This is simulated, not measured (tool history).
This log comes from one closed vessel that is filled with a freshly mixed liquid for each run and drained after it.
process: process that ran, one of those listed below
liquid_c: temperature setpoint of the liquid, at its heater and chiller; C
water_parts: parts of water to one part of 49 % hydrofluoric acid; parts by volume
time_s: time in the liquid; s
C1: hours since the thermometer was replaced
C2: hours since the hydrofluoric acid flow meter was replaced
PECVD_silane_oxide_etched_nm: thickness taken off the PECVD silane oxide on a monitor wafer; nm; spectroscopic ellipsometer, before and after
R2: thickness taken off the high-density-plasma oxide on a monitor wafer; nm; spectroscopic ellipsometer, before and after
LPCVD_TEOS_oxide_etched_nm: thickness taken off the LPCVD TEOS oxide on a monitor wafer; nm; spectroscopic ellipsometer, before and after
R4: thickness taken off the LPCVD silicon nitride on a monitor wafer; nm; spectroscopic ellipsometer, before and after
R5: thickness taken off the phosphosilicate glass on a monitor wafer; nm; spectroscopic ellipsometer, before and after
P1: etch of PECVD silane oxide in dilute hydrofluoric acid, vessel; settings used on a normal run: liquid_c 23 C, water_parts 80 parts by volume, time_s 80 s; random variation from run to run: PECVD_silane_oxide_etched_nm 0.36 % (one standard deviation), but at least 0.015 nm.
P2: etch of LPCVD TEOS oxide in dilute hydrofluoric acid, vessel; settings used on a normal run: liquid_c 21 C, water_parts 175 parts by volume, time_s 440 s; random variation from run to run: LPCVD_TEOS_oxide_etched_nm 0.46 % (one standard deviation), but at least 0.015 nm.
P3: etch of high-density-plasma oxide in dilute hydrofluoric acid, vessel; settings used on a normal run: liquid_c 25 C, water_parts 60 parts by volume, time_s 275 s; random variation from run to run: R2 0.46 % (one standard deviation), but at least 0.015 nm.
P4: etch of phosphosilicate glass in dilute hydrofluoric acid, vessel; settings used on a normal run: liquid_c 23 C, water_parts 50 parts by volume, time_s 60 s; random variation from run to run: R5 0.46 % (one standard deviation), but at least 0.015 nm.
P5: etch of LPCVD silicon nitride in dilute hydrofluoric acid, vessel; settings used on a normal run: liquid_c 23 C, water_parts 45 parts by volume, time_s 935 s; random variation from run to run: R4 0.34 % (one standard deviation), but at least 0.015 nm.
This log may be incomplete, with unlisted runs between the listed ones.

Run 1, hour 8.8: process P1, liquid_c 23 C, water_parts 80 parts by volume, time_s 80 s; C1 467.2; C2 370.7. Result: PECVD_silane_oxide_etched_nm 31.796 nm.
Run 2, hour 17.2: process P1, liquid_c 23 C, water_parts 80 parts by volume, time_s 35 s; C1 475.6; C2 379.1. Result: PECVD_silane_oxide_etched_nm 13.853 nm.
Run 3, hour 25.7: process P3, liquid_c 32 C, water_parts 60 parts by volume, time_s 275 s; C1 484.1; C2 387.6. Result: R2 49.893 nm.
Run 4, hour 34.6: process P2, liquid_c 17 C, water_parts 175 parts by volume, time_s 440 s; C1 493; C2 396.5. Result: LPCVD_TEOS_oxide_etched_nm 51.089 nm.
Run 5, hour 39.7: process P1, liquid_c 23 C, water_parts 80 parts by volume, time_s 80 s; C1 498.1; C2 401.6. Result: PECVD_silane_oxide_etched_nm 31.638 nm.
Run 6, hour 47.5: process P1, liquid_c 23 C, water_parts 80 parts by volume, time_s 80 s; C1 505.9; C2 409.4. Result: PECVD_silane_oxide_etched_nm 31.518 nm.
Run 7, hour 51.5: process P3, liquid_c 25 C, water_parts 60 parts by volume, time_s 275 s; C1 509.9; C2 413.4. Result: R2 37.982 nm.
Run 8, hour 60.8: process P1, liquid_c 23 C, water_parts 25 parts by volume, time_s 80 s; C1 519.2; C2 422.7. Result: PECVD_silane_oxide_etched_nm 108.23 nm.
Run 9, hour 67.8: process P5, liquid_c 28 C, water_parts 45 parts by volume, time_s 935 s; C1 526.2; C2 429.7. Result: R4 13.59 nm.
Run 10, hour 76.5: process P4, liquid_c 17 C, water_parts 50 parts by volume, time_s 60 s; C1 534.9; C2 438.4. Result: R5 60.765 nm.
Run 11, hour 82.7: process P4, liquid_c 23 C, water_parts 25 parts by volume, time_s 60 s; C1 541.1; C2 444.6. Result: R5 160.98 nm.
Run 12, hour 90: process P5, liquid_c 23 C, water_parts 80 parts by volume, time_s 935 s; C1 548.4; C2 451.9. Result: R4 5.5516 nm.
Run 13, hour 95.3: process P1, liquid_c 23 C, water_parts 25 parts by volume, time_s 30 s; C1 553.7; C2 457.2. Result: PECVD_silane_oxide_etched_nm 41.147 nm.
Run 14, hour 104.2: process P3, liquid_c 25 C, water_parts 60 parts by volume, time_s 35 s; C1 562.6; C2 466.1. Result: R2 4.7841 nm.
Run 15, hour 110: process P1, liquid_c 23 C, water_parts 80 parts by volume, time_s 80 s; C1 568.4; C2 471.9. Result: PECVD_silane_oxide_etched_nm 31.649 nm.
Run 16, hour 115.6: process P5, liquid_c 23 C, water_parts 45 parts by volume, time_s 935 s; C1 574; C2 477.5. Result: R4 9.6949 nm.
Run 17, hour 122.9: process P1, liquid_c 23 C, water_parts 80 parts by volume, time_s 80 s; C1 581.3; C2 484.8. Result: PECVD_silane_oxide_etched_nm 31.693 nm.
Run 18, hour 132: process P1, liquid_c 23 C, water_parts 80 parts by volume, time_s 80 s; C1 590.4; C2 493.9. Result: PECVD_silane_oxide_etched_nm 31.684 nm.
Run 19, hour 139: process P1, liquid_c 23 C, water_parts 80 parts by volume, time_s 130 s; C1 597.4; C2 500.9. Result: PECVD_silane_oxide_etched_nm 51.74 nm.
Run 20, hour 143.9: process P4, liquid_c 23 C, water_parts 50 parts by volume, time_s 100 s; C1 602.3; C2 505.8. Result: R5 130.29 nm.
At hour 145.1: hydrofluoric acid flow meter replaced.
Run 21, hour 148.3: process P1, liquid_c 23 C, water_parts 80 parts by volume, time_s 80 s; C1 606.7; C2 3.3. Result: PECVD_silane_oxide_etched_nm 31.644 nm.
Run 22, hour 152.7: process P1, liquid_c 23 C, water_parts 140 parts by volume, time_s 80 s; C1 611.1; C2 7.7. Result: PECVD_silane_oxide_etched_nm 16.916 nm.
Run 23, hour 158.2: process P1, liquid_c 18 C, water_parts 80 parts by volume, time_s 80 s; C1 616.6; C2 13.2. Result: PECVD_silane_oxide_etched_nm 25.839 nm.
Run 24, hour 164.7: process P3, liquid_c 25 C, water_parts 40 parts by volume, time_s 275 s; C1 623.1; C2 19.7. Result: R2 58.393 nm.
Run 25, hour 172.6: process P5, liquid_c 23 C, water_parts 45 parts by volume, time_s 1610 s; C1 631; C2 27.6. Result: R4 16.829 nm.
Run 26, hour 181.1: process P5, liquid_c 23 C, water_parts 45 parts by volume, time_s 935 s; C1 639.5; C2 36.1. Result: R4 9.7151 nm.
Run 27, hour 185.4: process P2, liquid_c 21 C, water_parts 175 parts by volume, time_s 225 s; C1 643.8; C2 40.4. Result: LPCVD_TEOS_oxide_etched_nm 30.719 nm.
Run 28, hour 193.7: process P2, liquid_c 21 C, water_parts 175 parts by volume, time_s 440 s; C1 652.1; C2 48.7. Result: LPCVD_TEOS_oxide_etched_nm 59.915 nm.
Run 29, hour 198: process P2, liquid_c 21 C, water_parts 55 parts by volume, time_s 440 s; C1 656.4; C2 53. Result: LPCVD_TEOS_oxide_etched_nm 216.88 nm.
Run 30, hour 204.8: process P3, liquid_c 25 C, water_parts 60 parts by volume, time_s 275 s; C1 663.2; C2 59.8. Result: R2 37.697 nm.
Run 31, hour 209.9: process P4, liquid_c 23 C, water_parts 50 parts by volume, time_s 60 s; C1 668.3; C2 64.9. Result: R5 77.754 nm.
Run 32, hour 215.7: process P1, liquid_c 31.5 C, water_parts 80 parts by volume, time_s 80 s; C1 674.1; C2 70.7. Result: PECVD_silane_oxide_etched_nm 44.299 nm.
Run 33, hour 221: process P1, liquid_c 23 C, water_parts 80 parts by volume, time_s 80 s; C1 679.4; C2 76. Result: PECVD_silane_oxide_etched_nm 31.812 nm.
Run 34, hour 225.9: process P1, liquid_c 23 C, water_parts 80 parts by volume, time_s 80 s; C1 684.3; C2 80.9. Result: PECVD_silane_oxide_etched_nm 32.348 nm.
Run 35, hour 234.8: process P1, liquid_c 23 C, water_parts 80 parts by volume, time_s 80 s; C1 693.2; C2 89.8. Result: PECVD_silane_oxide_etched_nm 32.948 nm.
Run 36, hour 239.9: process P1, liquid_c 23 C, water_parts 80 parts by volume, time_s 80 s; C1 698.3; C2 94.9. Result: PECVD_silane_oxide_etched_nm 33.444 nm.
Run 37, hour 249: process P1, liquid_c 23 C, water_parts 80 parts by volume, time_s 80 s; C1 707.4; C2 104. Result: PECVD_silane_oxide_etched_nm 33.987 nm.
Run 38, hour 257.2: process P1, liquid_c 23 C, water_parts 80 parts by volume, time_s 80 s; C1 715.6; C2 112.2. Result: PECVD_silane_oxide_etched_nm 34.332 nm.
Run 39, hour 264.2: process P1, liquid_c 23 C, water_parts 80 parts by volume, time_s 80 s; C1 722.6; C2 119.2. Result: PECVD_silane_oxide_etched_nm 34.161 nm.
Run 40, hour 272.9: process P1, liquid_c 23 C, water_parts 80 parts by volume, time_s 80 s; C1 731.3; C2 127.9. Result: PECVD_silane_oxide_etched_nm 34.321 nm.
Run 41, hour 278.8: process P1, liquid_c 23 C, water_parts 80 parts by volume, time_s 80 s; C1 737.2; C2 133.8. Result: PECVD_silane_oxide_etched_nm 34.396 nm.
Run 42, hour 286.5: process P1, liquid_c 23 C, water_parts 80 parts by volume, time_s 80 s; C1 744.9; C2 141.5. Result: PECVD_silane_oxide_etched_nm 34.639 nm.
Run 43, hour 295.5: process P1, liquid_c 23 C, water_parts 80 parts by volume, time_s 80 s; C1 753.9; C2 150.5. Result: PECVD_silane_oxide_etched_nm 34.422 nm.
Run 44, hour 302.4: process P1, liquid_c 23 C, water_parts 80 parts by volume, time_s 80 s; C1 760.8; C2 157.4. Result: PECVD_silane_oxide_etched_nm 34.636 nm.

What P1 gives has crept off from where it sat before. The 2 causes that follow fit the log equally well, each at the size noted:
A: hydrofluoric acid flow above the setpoint (%) = 8.35
B: liquid hotter than its thermometer reads (K) = 2.19
The gradual shift began around hour 221.

Of the 4 check runs listed below, each run on one wafer and each result written as a question mark, which would let you distinguish the listed causes because they would give clearly different results?
Run check 1, hour 309.3: process P5, liquid_c 23 C, water_parts 45 parts by volume, time_s 935 s. Result: R4 ?.
Run check 2, hour 309.3: process P3, liquid_c 25 C, water_parts 60 parts by volume, time_s 275 s. Result: R2 ?.
Run check 3, hour 309.3: process P2, liquid_c 21 C, water_parts 175 parts by volume, time_s 440 s. Result: LPCVD_TEOS_oxide_etched_nm ?.
Run check 4, hour 309.3: process P4, liquid_c 23 C, water_parts 50 parts by volume, time_s 60 s. Result: R5 ?.

Check results expected under each cause:
  check                      result    if A    if B
check 1                          R4  10.502  11.261
check 2                          R2  41.148  41.213
check 3  LPCVD_TEOS_oxide_etched_nm  65.775  65.101
check 4                          R5  84.966  85.387
How far apart the two closest causes lie, in the result that separates them most: check 1 6.98 %; check 2 0.16 %; check 3 1.03 %; check 4 0.49 %
Check 1 tells the causes apart: in the others they would give nearly the same result.

Check 1 was then run and gave: R4 11.262 nm. Which cause is it?

It is B: liquid hotter than its thermometer reads (K).
